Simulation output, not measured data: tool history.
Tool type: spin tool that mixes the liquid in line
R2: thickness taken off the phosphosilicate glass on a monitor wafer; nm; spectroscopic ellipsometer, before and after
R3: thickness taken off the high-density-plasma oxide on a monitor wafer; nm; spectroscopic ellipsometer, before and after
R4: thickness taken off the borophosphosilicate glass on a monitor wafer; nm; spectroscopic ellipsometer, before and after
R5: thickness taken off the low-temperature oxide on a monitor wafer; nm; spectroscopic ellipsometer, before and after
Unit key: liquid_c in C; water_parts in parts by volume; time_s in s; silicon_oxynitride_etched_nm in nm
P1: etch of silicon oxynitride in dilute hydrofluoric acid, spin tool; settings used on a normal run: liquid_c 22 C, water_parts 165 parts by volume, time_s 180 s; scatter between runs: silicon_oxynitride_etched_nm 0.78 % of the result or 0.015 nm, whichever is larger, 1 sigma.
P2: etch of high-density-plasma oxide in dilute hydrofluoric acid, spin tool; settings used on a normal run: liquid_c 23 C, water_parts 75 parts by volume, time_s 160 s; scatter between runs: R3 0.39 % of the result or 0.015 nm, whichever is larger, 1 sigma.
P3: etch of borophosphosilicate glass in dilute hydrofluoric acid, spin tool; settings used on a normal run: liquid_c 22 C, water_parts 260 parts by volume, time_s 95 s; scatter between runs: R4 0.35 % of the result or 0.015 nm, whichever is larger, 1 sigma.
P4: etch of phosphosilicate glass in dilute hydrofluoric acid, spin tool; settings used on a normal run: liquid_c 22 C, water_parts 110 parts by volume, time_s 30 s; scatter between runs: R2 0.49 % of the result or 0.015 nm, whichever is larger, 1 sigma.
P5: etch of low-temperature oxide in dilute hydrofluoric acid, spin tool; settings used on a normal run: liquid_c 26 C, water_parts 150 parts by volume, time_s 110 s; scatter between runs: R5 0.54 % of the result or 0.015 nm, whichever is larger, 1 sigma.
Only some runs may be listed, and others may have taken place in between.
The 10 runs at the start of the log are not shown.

{"run": 11, "day": 2.271, "process": "P4", "liquid_c": 22, "water_parts": 110, "time_s": 30, "R2": 31.398}
{"run": 12, "day": 2.462, "process": "P1", "liquid_c": 22, "water_parts": 35, "time_s": 180, "silicon_oxynitride_etched_nm": 17.718}
{"run": 13, "day": 2.646, "process": "P1", "liquid_c": 22, "water_parts": 165, "time_s": 180, "silicon_oxynitride_etched_nm": 3.4011}
{"run": 14, "day": 2.946, "process": "P2", "liquid_c": 19.5, "water_parts": 75, "time_s": 160, "R3": 9.4849}
{"run": 15, "day": 3.208, "process": "P3", "liquid_c": 22, "water_parts": 50, "time_s": 95, "R4": 83.185}
{"run": 16, "day": 3.483, "process": "P1", "liquid_c": 22, "water_parts": 165, "time_s": 85, "silicon_oxynitride_etched_nm": 1.5861}
{"run": 17, "day": 3.708, "process": "P1", "liquid_c": 22, "water_parts": 70, "time_s": 260, "silicon_oxynitride_etched_nm": 12.503}
{"run": 18, "day": 3.892, "process": "P5", "liquid_c": 26, "water_parts": 150, "time_s": 110, "R5": 8.4198}
{"run": 19, "day": 4.062, "process": "P1", "liquid_c": 22, "water_parts": 165, "time_s": 180, "silicon_oxynitride_etched_nm": 3.4012}
{"run": 20, "day": 4.258, "process": "P5", "liquid_c": 26, "water_parts": 270, "time_s": 110, "R5": 4.0418}
{"run": 21, "day": 4.496, "process": "P3", "liquid_c": 22, "water_parts": 260, "time_s": 30, "R4": 4.0163}
{"run": 22, "day": 4.758, "process": "P5", "liquid_c": 26, "water_parts": 150, "time_s": 210, "R5": 15.832}
{"run": 23, "day": 5.021, "process": "P1", "liquid_c": 22, "water_parts": 165, "time_s": 180, "silicon_oxynitride_etched_nm": 3.3736}
{"run": 24, "day": 5.175, "process": "P1", "liquid_c": 22, "water_parts": 300, "time_s": 180, "silicon_oxynitride_etched_nm": 1.6882}
{"run": 25, "day": 5.333, "process": "P1", "liquid_c": 26, "water_parts": 165, "time_s": 180, "silicon_oxynitride_etched_nm": 4.0702}
{"run": 26, "day": 5.483, "process": "P1", "liquid_c": 22, "water_parts": 165, "time_s": 180, "silicon_oxynitride_etched_nm": 3.3826}
{"run": 27, "day": 5.742, "process": "P4", "liquid_c": 22, "water_parts": 110, "time_s": 15, "R2": 15.633}
{"run": 28, "day": 5.996, "process": "P5", "liquid_c": 31.5, "water_parts": 150, "time_s": 110, "R5": 10.107}
{"run": 29, "day": 6.179, "process": "P3", "liquid_c": 22, "water_parts": 260, "time_s": 95, "R4": 12.685}

Estimate the outcome of run 30 from the log above:
{"run": 30, "day": 6.421, "process": "P4", "liquid_c": 17, "water_parts": 110, "time_s": 30, "R2": "?"}

{"run 30": {"R2": 25.763}}
